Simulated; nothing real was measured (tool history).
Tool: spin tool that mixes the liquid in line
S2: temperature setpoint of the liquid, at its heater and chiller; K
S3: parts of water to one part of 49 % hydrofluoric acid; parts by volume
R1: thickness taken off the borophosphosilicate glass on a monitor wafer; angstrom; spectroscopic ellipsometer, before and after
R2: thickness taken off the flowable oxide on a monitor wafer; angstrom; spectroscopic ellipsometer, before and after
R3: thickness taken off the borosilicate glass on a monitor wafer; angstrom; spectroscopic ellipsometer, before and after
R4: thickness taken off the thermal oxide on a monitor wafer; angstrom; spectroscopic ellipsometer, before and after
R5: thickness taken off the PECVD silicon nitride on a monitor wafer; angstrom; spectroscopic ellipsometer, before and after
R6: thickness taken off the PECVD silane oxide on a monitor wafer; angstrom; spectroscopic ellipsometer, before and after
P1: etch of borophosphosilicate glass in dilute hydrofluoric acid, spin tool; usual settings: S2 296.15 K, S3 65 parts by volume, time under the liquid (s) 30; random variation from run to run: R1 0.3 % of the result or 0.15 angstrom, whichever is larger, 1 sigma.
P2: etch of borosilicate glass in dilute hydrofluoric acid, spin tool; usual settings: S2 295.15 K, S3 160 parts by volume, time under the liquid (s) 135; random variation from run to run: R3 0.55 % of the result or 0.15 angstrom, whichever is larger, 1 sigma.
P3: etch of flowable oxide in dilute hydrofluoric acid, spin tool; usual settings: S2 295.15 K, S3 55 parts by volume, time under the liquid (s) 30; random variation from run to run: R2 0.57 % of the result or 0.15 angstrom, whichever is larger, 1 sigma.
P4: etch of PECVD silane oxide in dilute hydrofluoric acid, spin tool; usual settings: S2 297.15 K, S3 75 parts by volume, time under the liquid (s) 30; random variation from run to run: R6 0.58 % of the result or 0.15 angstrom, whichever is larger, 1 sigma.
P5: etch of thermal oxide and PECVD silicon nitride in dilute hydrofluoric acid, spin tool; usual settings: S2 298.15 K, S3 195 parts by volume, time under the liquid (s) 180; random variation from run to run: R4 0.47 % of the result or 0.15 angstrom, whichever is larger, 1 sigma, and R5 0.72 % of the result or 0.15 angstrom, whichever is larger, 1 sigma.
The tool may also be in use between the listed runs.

run 1 day=0.308 | process_that_ran=P1 S2=296.15 S3=65 time_under_the_liquid_(s)=30 | R1=184.140
run 2 day=0.638 | process_that_ran=P3 S2=299.15 S3=55 time_under_the_liquid_(s)=30 | R2=273.87
run 3 day=0.925 | process_that_ran=P1 S2=296.15 S3=65 time_under_the_liquid_(s)=30 | R1=184.710
run 4 day=1.175 | process_that_ran=P2 S2=295.15 S3=230 time_under_the_liquid_(s)=135 | R3=145.65
run 5 day=1.600 | process_that_ran=P1 S2=290.65 S3=65 time_under_the_liquid_(s)=30 | R1=146.420
run 6 day=2.112 | process_that_ran=P1 S2=296.15 S3=65 time_under_the_liquid_(s)=30 | R1=183.570
run 7 day=2.525 | process_that_ran=P1 S2=296.15 S3=65 time_under_the_liquid_(s)=30 | R1=184.540
run 8 day=2.788 | process_that_ran=P5 S2=298.15 S3=30 time_under_the_liquid_(s)=180 | R4=356.1800 R5=224.050
run 9 day=3.179 | process_that_ran=P4 S2=297.15 S3=75 time_under_the_liquid_(s)=30 | R6=88.751
run 10 day=3.421 | process_that_ran=P3 S2=295.15 S3=55 time_under_the_liquid_(s)=30 | R2=234.86
run 11 day=3.704 | process_that_ran=P2 S2=290.15 S3=160 time_under_the_liquid_(s)=135 | R3=186.68
run 12 day=4.150 | process_that_ran=P1 S2=296.15 S3=65 time_under_the_liquid_(s)=55 | R1=339.020
run 13 day=4.421 | process_that_ran=P1 S2=290.15 S3=65 time_under_the_liquid_(s)=15 | R1=71.395
run 14 day=4.846 | process_that_ran=P3 S2=295.15 S3=55 time_under_the_liquid_(s)=60 | R2=464.33
run 15 day=5.250 | process_that_ran=P1 S2=296.15 S3=30 time_under_the_liquid_(s)=30 | R1=417.800
run 16 day=5.704 | process_that_ran=P1 S2=296.15 S3=65 time_under_the_liquid_(s)=15 | R1=92.192
run 17 day=5.983 | process_that_ran=P1 S2=296.15 S3=95 time_under_the_liquid_(s)=30 | R1=120.700
run 18 day=6.296 | process_that_ran=P4 S2=297.15 S3=25 time_under_the_liquid_(s)=30 | R6=285.630
run 19 day=6.525 | process_that_ran=P3 S2=295.15 S3=20 time_under_the_liquid_(s)=30 | R2=668.21
run 20 day=6.971 | process_that_ran=P5 S2=298.15 S3=195 time_under_the_liquid_(s)=15 | R4=3.6944 R5=2.979
run 21 day=7.300 | process_that_ran=P1 S2=296.15 S3=65 time_under_the_liquid_(s)=30 | R1=184.410
run 22 day=7.554 | process_that_ran=P4 S2=290.15 S3=75 time_under_the_liquid_(s)=30 | R6=66.268
run 23 day=7.808 | process_that_ran=P2 S2=295.15 S3=160 time_under_the_liquid_(s)=255 | R3=428.76
run 24 day=8.312 | process_that_ran=P4 S2=297.15 S3=75 time_under_the_liquid_(s)=30 | R6=88.921
run 25 day=8.771 | process_that_ran=P5 S2=303.15 S3=195 time_under_the_liquid_(s)=180 | R4=53.5160 R5=48.048
run 26 day=9.221 | process_that_ran=P4 S2=297.15 S3=75 time_under_the_liquid_(s)=15 | R6=44.157
run 27 day=9.504 | process_that_ran=P3 S2=295.15 S3=55 time_under_the_liquid_(s)=30 | R2=235.76
run 28 day=9.925 | process_that_ran=P5 S2=298.15 S3=195 time_under_the_liquid_(s)=180 | R4=44.4860 R5=35.032

The next listed run, before its measurement:
run 29 day=10.342 | process_that_ran=P5 S2=298.15 S3=195 time_under_the_liquid_(s)=180 | R4=? R5=?

Run 29 gave R4 44.9350 angstrom, R5 35.348 angstrom.
